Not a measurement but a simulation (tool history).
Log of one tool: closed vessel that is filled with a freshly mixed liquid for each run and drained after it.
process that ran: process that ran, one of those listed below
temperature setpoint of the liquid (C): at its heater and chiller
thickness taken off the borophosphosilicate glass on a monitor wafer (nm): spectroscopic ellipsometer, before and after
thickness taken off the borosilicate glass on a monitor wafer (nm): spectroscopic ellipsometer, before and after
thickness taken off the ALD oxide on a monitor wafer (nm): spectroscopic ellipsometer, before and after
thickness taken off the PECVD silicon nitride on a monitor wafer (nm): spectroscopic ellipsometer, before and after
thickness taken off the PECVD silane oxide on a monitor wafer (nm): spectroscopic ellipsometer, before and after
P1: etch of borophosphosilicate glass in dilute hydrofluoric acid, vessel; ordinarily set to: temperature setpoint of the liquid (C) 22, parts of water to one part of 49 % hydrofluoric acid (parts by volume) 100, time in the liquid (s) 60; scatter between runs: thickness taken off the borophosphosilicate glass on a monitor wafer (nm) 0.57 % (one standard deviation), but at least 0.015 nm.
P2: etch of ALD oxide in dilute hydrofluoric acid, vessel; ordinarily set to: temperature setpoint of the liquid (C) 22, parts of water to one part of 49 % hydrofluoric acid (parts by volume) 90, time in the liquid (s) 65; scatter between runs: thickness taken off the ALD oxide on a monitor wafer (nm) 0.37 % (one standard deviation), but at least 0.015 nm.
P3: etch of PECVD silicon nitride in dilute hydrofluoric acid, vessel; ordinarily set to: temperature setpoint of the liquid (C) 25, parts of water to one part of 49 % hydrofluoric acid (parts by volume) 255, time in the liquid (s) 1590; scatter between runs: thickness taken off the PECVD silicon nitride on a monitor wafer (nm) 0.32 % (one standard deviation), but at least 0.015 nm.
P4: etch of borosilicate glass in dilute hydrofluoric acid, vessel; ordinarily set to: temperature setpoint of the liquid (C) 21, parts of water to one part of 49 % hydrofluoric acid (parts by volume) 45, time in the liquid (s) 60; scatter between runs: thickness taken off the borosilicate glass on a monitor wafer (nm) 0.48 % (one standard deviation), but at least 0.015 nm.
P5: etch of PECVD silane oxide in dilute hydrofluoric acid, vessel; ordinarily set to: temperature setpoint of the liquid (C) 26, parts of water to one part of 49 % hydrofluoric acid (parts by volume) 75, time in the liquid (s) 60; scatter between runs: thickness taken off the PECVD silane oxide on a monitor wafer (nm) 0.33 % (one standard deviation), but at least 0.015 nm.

run,hour,process that ran,temperature setpoint of the liquid (C),parts of water to one part of 49 % hydrofluoric acid (parts by volume),time in the liquid (s),thickness taken off the borophosphosilicate glass on a monitor wafer (nm),thickness taken off the borosilicate glass on a monitor wafer (nm),thickness taken off the ALD oxide on a monitor wafer (nm),thickness taken off the PECVD silicon nitride on a monitor wafer (nm),thickness taken off the PECVD silane oxide on a monitor wafer (nm)
1,7.9,P1,22,100,60,48.068,,,,
2,16.4,P4,21,75,60,,15.543,,,
3,25.1,P2,22,90,65,,,14.711,,
4,31.8,P3,25,65,1590,,,,101.77,
5,36.4,P3,25,255,1590,,,,26.21,
6,40.6,P2,22,90,65,,,14.714,,
7,46,P1,22,100,60,47.594,,,,
# hour 48.2: thermometer replaced
8,52,P4,21,45,60,,27.15,,,
9,57.4,P1,22,165,95,43.182,,,,
10,66,P4,29,45,60,,37.777,,,
11,71.7,P5,26,75,60,,,,,28.688
12,76.1,P1,22,100,60,47.779,,,,
13,81.5,P3,17.5,255,1590,,,,16.165,
14,85.6,P5,26,75,60,,,,,28.333
15,90.2,P4,21,45,60,,27.062,,,
16,95.8,P2,22,90,95,,,21.395,,
17,100.8,P5,26,130,60,,,,,15.384
18,107.4,P5,26,75,95,,,,,45.296
19,114.5,P1,22,100,115,91.92,,,,
20,121.2,P1,29,100,60,62.928,,,,
21,129.8,P3,25,255,525,,,,8.6368,
22,137.7,P1,22,180,60,24.384,,,,
23,146.5,P1,22,55,60,92.644,,,,

Run 24 has not been measured yet. What should we expect?
24,153.3,P2,30,90,65,,,?,,

thickness taken off the ALD oxide on a monitor wafer (nm): 20.106
